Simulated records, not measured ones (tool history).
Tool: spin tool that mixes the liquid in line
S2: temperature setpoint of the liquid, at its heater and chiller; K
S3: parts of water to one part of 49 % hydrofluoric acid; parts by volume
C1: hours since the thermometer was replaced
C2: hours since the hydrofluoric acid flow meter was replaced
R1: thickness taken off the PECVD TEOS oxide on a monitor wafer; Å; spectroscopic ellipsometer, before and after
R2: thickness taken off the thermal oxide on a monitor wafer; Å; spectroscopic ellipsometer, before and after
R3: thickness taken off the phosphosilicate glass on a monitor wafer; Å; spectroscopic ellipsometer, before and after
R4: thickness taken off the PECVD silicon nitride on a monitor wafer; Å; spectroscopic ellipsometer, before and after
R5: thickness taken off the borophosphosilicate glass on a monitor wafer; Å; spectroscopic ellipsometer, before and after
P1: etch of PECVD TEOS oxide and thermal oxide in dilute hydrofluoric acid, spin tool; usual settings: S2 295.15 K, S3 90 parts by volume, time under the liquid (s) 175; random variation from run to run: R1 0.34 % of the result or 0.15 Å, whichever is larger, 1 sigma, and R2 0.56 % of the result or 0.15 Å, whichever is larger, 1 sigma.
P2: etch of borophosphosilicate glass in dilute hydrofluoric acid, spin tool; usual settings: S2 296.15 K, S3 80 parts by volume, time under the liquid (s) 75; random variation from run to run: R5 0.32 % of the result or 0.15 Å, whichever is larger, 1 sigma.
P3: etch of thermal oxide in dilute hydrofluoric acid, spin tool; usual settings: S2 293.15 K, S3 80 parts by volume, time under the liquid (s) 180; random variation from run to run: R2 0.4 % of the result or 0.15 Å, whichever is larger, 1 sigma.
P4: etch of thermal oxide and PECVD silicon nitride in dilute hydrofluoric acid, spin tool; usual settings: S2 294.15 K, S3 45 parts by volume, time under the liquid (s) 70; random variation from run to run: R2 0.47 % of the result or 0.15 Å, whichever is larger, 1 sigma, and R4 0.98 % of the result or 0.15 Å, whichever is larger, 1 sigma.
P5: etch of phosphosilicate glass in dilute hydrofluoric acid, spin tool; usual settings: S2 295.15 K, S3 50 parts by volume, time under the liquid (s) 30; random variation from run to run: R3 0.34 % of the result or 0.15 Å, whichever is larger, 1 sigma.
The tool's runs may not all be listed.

Run 1, hour 6.2: process that ran P1, S2 295.15 K, S3 90 parts by volume, time under the liquid (s) 175; C1 885.9; C2 1449.1. Result: R1 203 Å, R2 84.762 Å.
Run 2, hour 19.2: process that ran P1, S2 295.15 K, S3 150 parts by volume, time under the liquid (s) 175; C1 898.9; C2 1462.1. Result: R1 113.78 Å, R2 46.703 Å.
Run 3, hour 27.1: process that ran P5, S2 290.15 K, S3 50 parts by volume, time under the liquid (s) 30; C1 906.8; C2 1470. Result: R3 343.05 Å.
Run 4, hour 38.2: process that ran P3, S2 293.15 K, S3 80 parts by volume, time under the liquid (s) 180; C1 917.9; C2 1481.1. Result: R2 91.166 Å.
Run 5, hour 44.1: process that ran P1, S2 300.15 K, S3 90 parts by volume, time under the liquid (s) 30; C1 923.8; C2 1487. Result: R1 42.312 Å, R2 17.663 Å.
Run 6, hour 51.8: process that ran P4, S2 294.15 K, S3 75 parts by volume, time under the liquid (s) 70; C1 931.5; C2 1494.7. Result: R2 40.296 Å, R4 12.522 Å.
Run 7, hour 64.9: process that ran P5, S2 295.15 K, S3 20 parts by volume, time under the liquid (s) 30; C1 944.6; C2 1507.8. Result: R3 1104.8 Å.
Run 8, hour 77.1: process that ran P4, S2 300.65 K, S3 45 parts by volume, time under the liquid (s) 70; C1 956.8; C2 1520. Result: R2 90.625 Å, R4 32.428 Å.
Run 9, hour 83.7: process that ran P1, S2 295.15 K, S3 90 parts by volume, time under the liquid (s) 175; C1 963.4; C2 1526.6. Result: R1 203.59 Å, R2 84.379 Å.
Run 10, hour 96.2: process that ran P4, S2 294.15 K, S3 45 parts by volume, time under the liquid (s) 100; C1 975.9; C2 1539.1. Result: R2 98.741 Å, R4 29.964 Å.
Run 11, hour 107.8: process that ran P2, S2 296.15 K, S3 80 parts by volume, time under the liquid (s) 150; C1 987.5; C2 1550.7. Result: R5 867.93 Å.
Run 12, hour 113.9: process that ran P1, S2 295.15 K, S3 90 parts by volume, time under the liquid (s) 85; C1 993.6; C2 1556.8. Result: R1 98.881 Å, R2 40.917 Å.
Run 13, hour 125.4: process that ran P2, S2 296.15 K, S3 135 parts by volume, time under the liquid (s) 75; C1 1005.1; C2 1568.3. Result: R5 240.97 Å.
Run 14, hour 133.9: process that ran P1, S2 299.65 K, S3 90 parts by volume, time under the liquid (s) 175; C1 1013.6; C2 1576.8. Result: R1 244.42 Å, R2 100.82 Å.
Run 15, hour 142.7: process that ran P1, S2 295.15 K, S3 90 parts by volume, time under the liquid (s) 175; C1 1022.4; C2 1585.6. Result: R1 202.46 Å, R2 84.2 Å.
Run 16, hour 151.1: process that ran P3, S2 290.15 K, S3 80 parts by volume, time under the liquid (s) 180; C1 1030.8; C2 1594. Result: R2 79.67 Å.
Run 17, hour 161.1: process that ran P2, S2 301.65 K, S3 80 parts by volume, time under the liquid (s) 75; C1 1040.8; C2 1604. Result: R5 541.82 Å.
Run 18, hour 168.2: process that ran P1, S2 295.15 K, S3 50 parts by volume, time under the liquid (s) 175; C1 1047.9; C2 1611.1. Result: R1 382.38 Å, R2 158.55 Å.
Run 19, hour 180: process that ran P1, S2 298.65 K, S3 90 parts by volume, time under the liquid (s) 55; C1 1059.7; C2 1622.9. Result: R1 73.551 Å, R2 30.58 Å.
Run 20, hour 192.2: process that ran P1, S2 295.15 K, S3 90 parts by volume, time under the liquid (s) 175; C1 1071.9; C2 1635.1. Result: R1 204.13 Å, R2 84.166 Å.
Run 21, hour 198.2: process that ran P3, S2 293.15 K, S3 80 parts by volume, time under the liquid (s) 15; C1 1077.9; C2 1641.1. Result: R2 7.5489 Å.
Run 22, hour 206.3: process that ran P1, S2 295.15 K, S3 60 parts by volume, time under the liquid (s) 300; C1 1086; C2 1649.2. Result: R1 541.08 Å, R2 224.11 Å.
Run 23, hour 214.7: process that ran P5, S2 295.15 K, S3 50 parts by volume, time under the liquid (s) 55; C1 1094.4; C2 1657.6. Result: R3 779.82 Å.
Run 24, hour 227.9: process that ran P1, S2 295.15 K, S3 90 parts by volume, time under the liquid (s) 330; C1 1107.6; C2 1670.8. Result: R1 382.44 Å, R2 158.84 Å.
Run 25, hour 237: process that ran P4, S2 294.15 K, S3 45 parts by volume, time under the liquid (s) 70; C1 1116.7; C2 1679.9. Result: R2 69.374 Å, R4 21.034 Å.
Run 26, hour 247.7: process that ran P1, S2 290.65 K, S3 90 parts by volume, time under the liquid (s) 175; C1 1127.4; C2 1690.6. Result: R1 167.81 Å, R2 70.185 Å.
Run 27, hour 256: process that ran P2, S2 296.15 K, S3 80 parts by volume, time under the liquid (s) 75; C1 1135.7; C2 1698.9. Result: R5 436.07 Å.

The next listed run, before its measurement:
Run 28, hour 264.4: process that ran P5, S2 295.15 K, S3 50 parts by volume, time under the liquid (s) 30; C1 1144.1; C2 1707.3. Result: R3 ?.

{"run 28": {"R3": 424.52}}
